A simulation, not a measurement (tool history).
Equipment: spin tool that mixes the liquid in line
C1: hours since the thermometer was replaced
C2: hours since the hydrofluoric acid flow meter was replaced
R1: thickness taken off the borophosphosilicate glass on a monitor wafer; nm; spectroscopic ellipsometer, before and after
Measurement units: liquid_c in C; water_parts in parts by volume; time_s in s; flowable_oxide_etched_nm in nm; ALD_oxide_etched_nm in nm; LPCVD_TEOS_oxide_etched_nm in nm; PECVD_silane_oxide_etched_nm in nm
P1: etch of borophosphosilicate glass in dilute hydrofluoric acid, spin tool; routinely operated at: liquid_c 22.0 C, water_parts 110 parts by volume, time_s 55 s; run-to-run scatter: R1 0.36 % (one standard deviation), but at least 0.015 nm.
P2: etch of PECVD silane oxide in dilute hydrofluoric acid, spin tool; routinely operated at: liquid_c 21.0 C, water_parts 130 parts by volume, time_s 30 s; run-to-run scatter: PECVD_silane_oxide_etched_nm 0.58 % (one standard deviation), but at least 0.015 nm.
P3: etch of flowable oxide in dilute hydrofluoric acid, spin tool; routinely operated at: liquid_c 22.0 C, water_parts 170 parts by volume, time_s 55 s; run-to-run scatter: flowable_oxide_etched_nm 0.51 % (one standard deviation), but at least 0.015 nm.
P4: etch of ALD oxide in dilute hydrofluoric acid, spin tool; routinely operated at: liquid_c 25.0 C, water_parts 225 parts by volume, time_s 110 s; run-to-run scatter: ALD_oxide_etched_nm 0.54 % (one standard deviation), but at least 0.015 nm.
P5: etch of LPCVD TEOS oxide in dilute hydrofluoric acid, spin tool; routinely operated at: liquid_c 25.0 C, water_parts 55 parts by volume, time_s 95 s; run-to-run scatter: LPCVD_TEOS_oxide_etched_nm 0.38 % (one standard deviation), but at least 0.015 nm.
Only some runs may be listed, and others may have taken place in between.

run 1 hour=3.1 | process=P1 liquid_c=22.0 water_parts=110 time_s=55 | C1=1372.8 C2=1770.3 | R1=17.3870
run 2 hour=6.6 | process=P3 liquid_c=22.0 water_parts=170 time_s=90 | C1=1376.3 C2=1773.8 | flowable_oxide_etched_nm=9.1939
run 3 hour=11.9 | process=P4 liquid_c=25.0 water_parts=405 time_s=110 | C1=1381.6 C2=1779.1 | ALD_oxide_etched_nm=2.0748
run 4 hour=15.6 | process=P3 liquid_c=22.0 water_parts=170 time_s=55 | C1=1385.3 C2=1782.8 | flowable_oxide_etched_nm=5.6192
run 5 hour=18.5 | process=P1 liquid_c=22.0 water_parts=110 time_s=55 | C1=1388.2 C2=1785.7 | R1=17.2780
run 6 hour=22.0 | process=P1 liquid_c=22.0 water_parts=110 time_s=80 | C1=1391.7 C2=1789.2 | R1=25.3440
run 7 hour=26.2 | process=P1 liquid_c=17.0 water_parts=110 time_s=55 | C1=1395.9 C2=1793.4 | R1=14.2160
run 8 hour=30.3 | process=P1 liquid_c=22.0 water_parts=110 time_s=55 | C1=1400.0 C2=1797.5 | R1=17.4000
run 9 hour=34.5 | process=P5 liquid_c=31.0 water_parts=55 time_s=95 | C1=1404.2 C2=1801.7 | LPCVD_TEOS_oxide_etched_nm=40.3980
run 10 hour=39.1 | process=P1 liquid_c=22.0 water_parts=55 time_s=55 | C1=1408.8 C2=1806.3 | R1=37.3960
run 11 hour=44.3 | process=P3 liquid_c=17.0 water_parts=170 time_s=55 | C1=1414.0 C2=1811.5 | flowable_oxide_etched_nm=4.5909
run 12 hour=49.3 | process=P1 liquid_c=22.0 water_parts=175 time_s=110 | C1=1419.0 C2=1816.5 | R1=20.3960
run 13 hour=53.3 | process=P1 liquid_c=26.5 water_parts=110 time_s=55 | C1=1423.0 C2=1820.5 | R1=20.7780
run 14 hour=58.1 | process=P1 liquid_c=22.0 water_parts=195 time_s=15 | C1=1427.8 C2=1825.3 | R1=2.4370
run 15 hour=61.4 | process=P4 liquid_c=25.0 water_parts=225 time_s=55 | C1=1431.1 C2=1828.6 | ALD_oxide_etched_nm=2.1909
run 16 hour=63.9 | process=P5 liquid_c=25.0 water_parts=55 time_s=95 | C1=1433.6 C2=1831.1 | LPCVD_TEOS_oxide_etched_nm=31.9630
run 17 hour=67.0 | process=P1 liquid_c=22.0 water_parts=175 time_s=55 | C1=1436.7 C2=1834.2 | R1=10.1820
run 18 hour=69.8 | process=P1 liquid_c=22.0 water_parts=110 time_s=30 | C1=1439.5 C2=1837.0 | R1=9.4663
run 19 hour=72.7 | process=P4 liquid_c=25.0 water_parts=225 time_s=110 | C1=1442.4 C2=1839.9 | ALD_oxide_etched_nm=4.4142
run 20 hour=76.5 | process=P4 liquid_c=32.5 water_parts=225 time_s=110 | C1=1446.2 C2=1843.7 | ALD_oxide_etched_nm=5.7102
run 21 hour=81.0 | process=P5 liquid_c=25.0 water_parts=90 time_s=95 | C1=1450.7 C2=1848.2 | LPCVD_TEOS_oxide_etched_nm=18.7280
run 22 hour=84.1 | process=P1 liquid_c=22.0 water_parts=110 time_s=55 | C1=1453.8 C2=1851.3 | R1=17.4000
run 23 hour=89.0 | process=P4 liquid_c=25.0 water_parts=225 time_s=110 | C1=1458.7 C2=1856.2 | ALD_oxide_etched_nm=4.4045
run 24 hour=92.5 | process=P5 liquid_c=25.0 water_parts=55 time_s=15 | C1=1462.2 C2=1859.7 | LPCVD_TEOS_oxide_etched_nm=5.0425
run 25 hour=95.7 | process=P3 liquid_c=22.0 water_parts=170 time_s=55 | C1=1465.4 C2=1862.9 | flowable_oxide_etched_nm=5.6585
run 26 hour=99.9 | process=P1 liquid_c=22.0 water_parts=110 time_s=55 | C1=1469.6 C2=1867.1 | R1=17.3400
run 27 hour=105.0 | process=P2 liquid_c=21.0 water_parts=130 time_s=30 | C1=1474.7 C2=1872.2 | PECVD_silane_oxide_etched_nm=6.1051
run 28 hour=109.4 | process=P2 liquid_c=21.0 water_parts=30 time_s=30 | C1=1479.1 C2=1876.6 | PECVD_silane_oxide_etched_nm=29.6960
run 29 hour=112.1 | process=P1 liquid_c=22.0 water_parts=110 time_s=55 | C1=1481.8 C2=1879.3 | R1=17.3970
run 30 hour=117.0 | process=P3 liquid_c=22.0 water_parts=295 time_s=55 | C1=1486.7 C2=1884.2 | flowable_oxide_etched_nm=2.8603
run 31 hour=122.1 | process=P2 liquid_c=21.0 water_parts=130 time_s=15 | C1=1491.8 C2=1889.3 | PECVD_silane_oxide_etched_nm=3.0874
run 32 hour=125.7 | process=P2 liquid_c=29.0 water_parts=130 time_s=30 | C1=1495.4 C2=1892.9 | PECVD_silane_oxide_etched_nm=8.3319
run 33 hour=128.8 | process=P1 liquid_c=22.0 water_parts=110 time_s=55 | C1=1498.5 C2=1896.0 | R1=17.3830
run 34 hour=133.5 | process=P1 liquid_c=22.0 water_parts=110 time_s=55 | C1=1503.2 C2=1900.7 | R1=16.9930

For run 35, what comes out?
run 35 hour=138.2 | process=P1 liquid_c=22.0 water_parts=110 time_s=55 | C1=1507.9 C2=1905.4 | R1=?

Run 35 produced R1 16.7230 nm.
